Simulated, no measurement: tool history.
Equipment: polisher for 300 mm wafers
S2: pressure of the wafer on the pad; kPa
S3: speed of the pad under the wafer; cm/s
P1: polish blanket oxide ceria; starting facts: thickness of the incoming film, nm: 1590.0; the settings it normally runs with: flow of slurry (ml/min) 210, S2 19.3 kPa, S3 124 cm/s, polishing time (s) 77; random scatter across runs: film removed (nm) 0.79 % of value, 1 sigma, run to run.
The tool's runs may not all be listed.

{"run": 1, "hour": 12.0, "flow of slurry (ml/min)": 210, "S2": 19.3, "S3": 124, "polishing time (s)": 77, "film removed (nm)": 356.24}
{"run": 2, "hour": 24.1, "flow of slurry (ml/min)": 210, "S2": 19.3, "S3": 124, "polishing time (s)": 117, "film removed (nm)": 532.53}
{"run": 3, "hour": 31.0, "flow of slurry (ml/min)": 310, "S2": 19.3, "S3": 86, "polishing time (s)": 77, "film removed (nm)": 256.22}
{"run": 4, "hour": 45.2, "flow of slurry (ml/min)": 210, "S2": 30.3, "S3": 124, "polishing time (s)": 77, "film removed (nm)": 552.98}
{"run": 5, "hour": 54.0, "flow of slurry (ml/min)": 210, "S2": 19.3, "S3": 68, "polishing time (s)": 77, "film removed (nm)": 194.05}
{"run": 6, "hour": 68.3, "flow of slurry (ml/min)": 150, "S2": 19.3, "S3": 124, "polishing time (s)": 55, "film removed (nm)": 239.28}
{"run": 7, "hour": 77.8, "flow of slurry (ml/min)": 210, "S2": 19.3, "S3": 124, "polishing time (s)": 77, "film removed (nm)": 351.26}
{"run": 8, "hour": 84.3, "flow of slurry (ml/min)": 210, "S2": 19.3, "S3": 124, "polishing time (s)": 77, "film removed (nm)": 351.52}
{"run": 9, "hour": 93.5, "flow of slurry (ml/min)": 125, "S2": 19.3, "S3": 124, "polishing time (s)": 77, "film removed (nm)": 323.19}
{"run": 10, "hour": 101.2, "flow of slurry (ml/min)": 210, "S2": 19.3, "S3": 164, "polishing time (s)": 77, "film removed (nm)": 460.09}
{"run": 11, "hour": 112.0, "flow of slurry (ml/min)": 210, "S2": 10.3, "S3": 124, "polishing time (s)": 77, "film removed (nm)": 189.66}
{"run": 12, "hour": 125.1, "flow of slurry (ml/min)": 210, "S2": 19.3, "S3": 124, "polishing time (s)": 77, "film removed (nm)": 349.46}
{"run": 13, "hour": 133.9, "flow of slurry (ml/min)": 330, "S2": 19.3, "S3": 124, "polishing time (s)": 77, "film removed (nm)": 366.24}
{"run": 14, "hour": 141.4, "flow of slurry (ml/min)": 210, "S2": 19.3, "S3": 124, "polishing time (s)": 77, "film removed (nm)": 353.86}
{"run": 15, "hour": 149.0, "flow of slurry (ml/min)": 210, "S2": 19.3, "S3": 124, "polishing time (s)": 46, "film removed (nm)": 210.12}
{"run": 16, "hour": 158.2, "flow of slurry (ml/min)": 210, "S2": 19.3, "S3": 124, "polishing time (s)": 77, "film removed (nm)": 348.7}
{"run": 17, "hour": 169.9, "flow of slurry (ml/min)": 125, "S2": 26.2, "S3": 124, "polishing time (s)": 77, "film removed (nm)": 436.1}
{"run": 18, "hour": 184.7, "flow of slurry (ml/min)": 210, "S2": 19.3, "S3": 124, "polishing time (s)": 77, "film removed (nm)": 347.9}
{"run": 19, "hour": 194.4, "flow of slurry (ml/min)": 210, "S2": 19.3, "S3": 124, "polishing time (s)": 77, "film removed (nm)": 343.77}
{"run": 20, "hour": 204.3, "flow of slurry (ml/min)": 210, "S2": 19.3, "S3": 124, "polishing time (s)": 77, "film removed (nm)": 338.53}
{"run": 21, "hour": 217.1, "flow of slurry (ml/min)": 210, "S2": 19.3, "S3": 124, "polishing time (s)": 77, "film removed (nm)": 336.18}
{"run": 22, "hour": 230.9, "flow of slurry (ml/min)": 210, "S2": 19.3, "S3": 124, "polishing time (s)": 77, "film removed (nm)": 331.41}
{"run": 23, "hour": 244.6, "flow of slurry (ml/min)": 210, "S2": 19.3, "S3": 124, "polishing time (s)": 77, "film removed (nm)": 327.26}
{"run": 24, "hour": 256.1, "flow of slurry (ml/min)": 210, "S2": 19.3, "S3": 124, "polishing time (s)": 77, "film removed (nm)": 329.3}
{"hour": 262.2, "done": "worn pad replaced by a new one"}
{"run": 25, "hour": 265.6, "flow of slurry (ml/min)": 210, "S2": 19.3, "S3": 124, "polishing time (s)": 77, "film removed (nm)": 331.82}
{"run": 26, "hour": 277.8, "flow of slurry (ml/min)": 210, "S2": 19.3, "S3": 124, "polishing time (s)": 77, "film removed (nm)": 320.07}
{"run": 27, "hour": 284.7, "flow of slurry (ml/min)": 210, "S2": 19.3, "S3": 124, "polishing time (s)": 77, "film removed (nm)": 320.52}
{"run": 28, "hour": 292.5, "flow of slurry (ml/min)": 210, "S2": 19.3, "S3": 124, "polishing time (s)": 77, "film removed (nm)": 322.96}

P1 has crept away from where it was. The log is fitted equally well by each of these 2 causes, at the sizes shown:
A: slurry flow missing at the pad, % = 39
B: head's pressure below its setpoint, % = 7.69
The drift started at roughly hour 184.7.
Excluded causes, each with its reason:
removal rate lost through wear of the pad, %: serviced at hour 262.2, after the change had begun; the process did not return to its earlier output

Which of the check runs below tells the causes apart, meaning the causes would give it clearly different results? Each run uses 5 wafers whose results are averaged, and each result is shown as a question mark.
{"run": "check 1", "hour": 300.3, "flow of slurry (ml/min)": 210, "S2": 14.5, "S3": 124, "polishing time (s)": 109, "film removed (nm)": "?"}
{"run": "check 2", "hour": 300.3, "flow of slurry (ml/min)": 210, "S2": 29.6, "S3": 72, "polishing time (s)": 77, "film removed (nm)": "?"}
{"run": "check 3", "hour": 300.3, "flow of slurry (ml/min)": 325, "S2": 19.3, "S3": 124, "polishing time (s)": 77, "film removed (nm)": "?"}
{"run": "check 4", "hour": 300.3, "flow of slurry (ml/min)": 210, "S2": 19.3, "S3": 124, "polishing time (s)": 54, "film removed (nm)": "?"}

What every check run would give for each of its results, assuming each possible cause in turn:
check=check_1 result=film_removed_(nm) if_A=345.88 if_B=345.81
check=check_2 result=film_removed_(nm) if_A=290.5 if_B=290.45
check=check_3 result=film_removed_(nm) if_A=350.21 if_B=340.86
check=check_4 result=film_removed_(nm) if_A=228.47 if_B=228.43
Minimum pairwise separation of causes per check, each pair taken at its best-separating result: check 1 0.02 %; check 2 0.02 %; check 3 2.71 %; check 4 0.02 %
The causes can be told apart only by check 3. The other checks would give nearly the same results under each of them.

Then check 3 was run and gave: film removed (nm) 337.91. Which cause is it?

B is the cause: head's pressure below its setpoint, %.
